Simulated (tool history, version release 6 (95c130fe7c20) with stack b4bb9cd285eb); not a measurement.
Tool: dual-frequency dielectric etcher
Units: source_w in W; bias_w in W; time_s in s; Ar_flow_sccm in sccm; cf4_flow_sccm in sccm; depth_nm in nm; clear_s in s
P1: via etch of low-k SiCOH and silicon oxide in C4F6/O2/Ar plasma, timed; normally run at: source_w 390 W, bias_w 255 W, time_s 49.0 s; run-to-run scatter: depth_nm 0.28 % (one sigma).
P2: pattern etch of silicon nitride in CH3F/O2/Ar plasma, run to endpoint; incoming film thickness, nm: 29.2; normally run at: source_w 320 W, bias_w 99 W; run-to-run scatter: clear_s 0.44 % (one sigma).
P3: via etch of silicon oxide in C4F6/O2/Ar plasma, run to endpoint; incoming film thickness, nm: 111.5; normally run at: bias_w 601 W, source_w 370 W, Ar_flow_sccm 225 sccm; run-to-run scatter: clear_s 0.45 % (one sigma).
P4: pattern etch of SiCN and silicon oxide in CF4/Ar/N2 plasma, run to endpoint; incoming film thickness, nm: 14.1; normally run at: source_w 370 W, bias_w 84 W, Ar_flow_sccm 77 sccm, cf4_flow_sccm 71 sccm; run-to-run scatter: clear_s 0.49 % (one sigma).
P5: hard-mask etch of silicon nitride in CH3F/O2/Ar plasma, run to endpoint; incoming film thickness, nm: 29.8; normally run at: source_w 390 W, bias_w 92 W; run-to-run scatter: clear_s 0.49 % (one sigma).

| run | day | process | source_w | bias_w | time_s | Ar_flow_sccm | cf4_flow_sccm | hours since the last wet clean | hours since the last source power generator calibration | hours since the last bias power generator calibration | depth_nm | clear_s |
|---|---|---|---|---|---|---|---|---|---|---|---|---|
| 1 | 0.196 | P1 | 390 | 255 | 49.0 |  |  | 434.5 | 3070.8 | 1066.1 | 131.140 |  |
| 2 | 0.425 | P2 | 320 | 99 |  |  |  | 440.0 | 3076.3 | 1071.6 |  | 40.675 |
| 3 | 0.800 | P1 | 390 | 329 | 49.0 |  |  | 449.0 | 3085.3 | 1080.6 | 142.580 |  |
| 4 | 1.054 | P1 | 390 | 255 | 49.0 |  |  | 455.1 | 3091.4 | 1086.7 | 131.380 |  |
| 5 | 1.292 | P1 | 240 | 255 | 60.5 |  |  | 460.8 | 3097.1 | 1092.4 | 134.500 |  |
| 6 | 1.592 | P4 | 370 | 84 |  | 77 | 48 | 468.0 | 3104.3 | 1099.6 |  | 18.466 |
| 7 | 1.767 | P1 | 390 | 255 | 49.0 |  |  | 472.2 | 3108.5 | 1103.8 | 131.470 |  |
| 8 | 2.067 | P4 | 370 | 84 |  | 77 | 71 | 479.4 | 3115.7 | 1111.0 |  | 17.562 |
| 9 | 2.275 | P3 | 490 | 601 |  | 225 |  | 484.4 | 3120.7 | 1116.0 |  | 20.207 |
| 10 | 2.625 | P1 | 390 | 255 | 32.0 |  |  | 492.8 | 3129.1 | 1124.4 | 85.082 |  |
| 11 | 2.796 | P1 | 300 | 255 | 49.0 |  |  | 496.9 | 3133.2 | 1128.5 | 118.810 |  |
| 12 | 3.129 | P5 | 390 | 129 |  |  |  | 504.9 | 3141.2 | 1136.5 |  | 32.832 |
| 13 | 3.338 | P4 | 370 | 115 |  | 77 | 71 | 509.9 | 3146.2 | 1141.5 |  | 15.555 |
| 14 | 3.617 | P2 | 320 | 133 |  |  |  | 516.6 | 3152.9 | 1148.2 |  | 36.165 |
| 15 | 3.804 | P4 | 370 | 84 |  | 59 | 71 | 521.1 | 3157.4 | 1152.7 |  | 16.994 |
| 16 | 4.158 | P5 | 230 | 92 |  |  |  | 529.6 | 3165.9 | 1161.2 |  | 45.147 |
| 17 | 4.388 | P3 | 370 | 601 |  | 154 |  | 535.1 | 3171.4 | 1166.7 |  | 21.505 |
| 18 | 4.596 | P3 | 370 | 784 |  | 225 |  | 540.1 | 3176.4 | 1171.7 |  | 20.209 |
| 19 | 4.783 | P5 | 390 | 92 |  |  |  | 544.6 | 3180.9 | 1176.2 |  | 37.263 |
| 20 | 5.042 | P3 | 370 | 601 |  | 225 |  | 550.8 | 3187.1 | 1182.4 |  | 22.570 |
| 21 | 5.212 | P1 | 390 | 162 | 49.0 |  |  | 554.9 | 3191.2 | 1186.5 | 113.400 |  |
| 22 | 5.462 | P1 | 390 | 255 | 49.0 |  |  | 560.9 | 3197.2 | 1192.5 | 130.980 |  |
| 23 | 5.800 | P1 | 490 | 255 | 49.0 |  |  | 569.0 | 3205.3 | 1200.6 | 143.300 |  |
| 24 | 6.117 | P4 | 440 | 84 |  | 77 | 71 | 576.6 | 3212.9 | 1208.2 |  | 15.046 |
| 25 | 6.400 | P1 | 390 | 255 | 49.0 |  |  | 583.4 | 3219.7 | 1215.0 | 130.440 |  |
| 26 | 6.683 | P1 | 390 | 255 | 60.0 |  |  | 590.2 | 3226.5 | 1221.8 | 160.430 |  |
| 27 | 6.854 | P1 | 390 | 255 | 49.0 |  |  | 594.3 | 3230.6 | 1225.9 | 131.420 |  |
| 28 | 7.188 | P4 | 370 | 84 |  | 77 | 71 | 602.3 | 3238.6 | 1233.9 |  | 17.547 |
| 29 | 7.438 | P2 | 220 | 99 |  |  |  | 608.3 | 3244.6 | 1239.9 |  | 47.111 |
| 30 | 7.808 | P1 | 390 | 255 | 49.0 |  |  | 617.2 | 3253.5 | 1248.8 | 130.870 |  |
| 31 | 8.000 | P1 | 390 | 255 | 49.0 |  |  | 621.8 | 3258.1 | 1253.4 | 129.670 |  |
| 32 | 8.275 | P1 | 390 | 255 | 49.0 |  |  | 628.4 | 3264.7 | 1260.0 | 129.520 |  |
| 33 | 8.504 | P1 | 390 | 255 | 49.0 |  |  | 633.9 | 3270.2 | 1265.5 | 128.740 |  |
|  | 8.654 | wet clean of the chamber |
| 34 | 8.667 | P1 | 390 | 255 | 49.0 |  |  | 0.3 | 3274.1 | 1269.4 | 129.460 |  |
| 35 | 8.929 | P1 | 390 | 255 | 49.0 |  |  | 6.6 | 3280.4 | 1275.7 | 129.630 |  |
| 36 | 9.117 | P1 | 390 | 255 | 49.0 |  |  | 11.1 | 3284.9 | 1280.2 | 128.380 |  |

What P1 gives has crept away from where it was. These 2 causes fit the log equally well, each at the size given:
A: source power that arrives under what is set, % = 4.2
B: bias power that arrives under what is set, % = 4.72
The creep began at about day 7.808.
Why every other cause is out:
chamber walls in a state that lowers the etch rate, %: serviced at day 8.654, which brought nothing back

4 check runs are offered, each on 3 wafers whose results are averaged, their results left as question marks. Which one tells the causes apart?
| check 1 | 9.304 | P5 | 390 | 92 |  |  |  |  |  |  |  | ? |
| check 2 | 9.304 | P4 | 370 | 84 |  | 77 | 71 |  |  |  |  | ? |
| check 3 | 9.304 | P2 | 320 | 99 |  |  |  |  |  |  |  | ? |
| check 4 | 9.304 | P3 | 370 | 601 |  | 225 |  |  |  |  |  | ? |

What each check would give under each cause:
| check | result | if A | if B |
|---|---|---|---|
| check 1 | clear_s | 37.903 | 37.955 |
| check 2 | clear_s | 18.214 | 17.827 |
| check 3 | clear_s | 41.651 | 41.734 |
| check 4 | clear_s | 22.873 | 22.939 |
How far apart the two closest causes lie, in the result that separates them most: check 1 0.14 %; check 2 2.15 %; check 3 0.2 %; check 4 0.29 %
Only check 2 tells the causes apart: in the others they would give nearly the same result.

Then check 2 was run and gave: clear_s 18.249 s. Which cause is it?

It is A: source power that arrives under what is set, %.
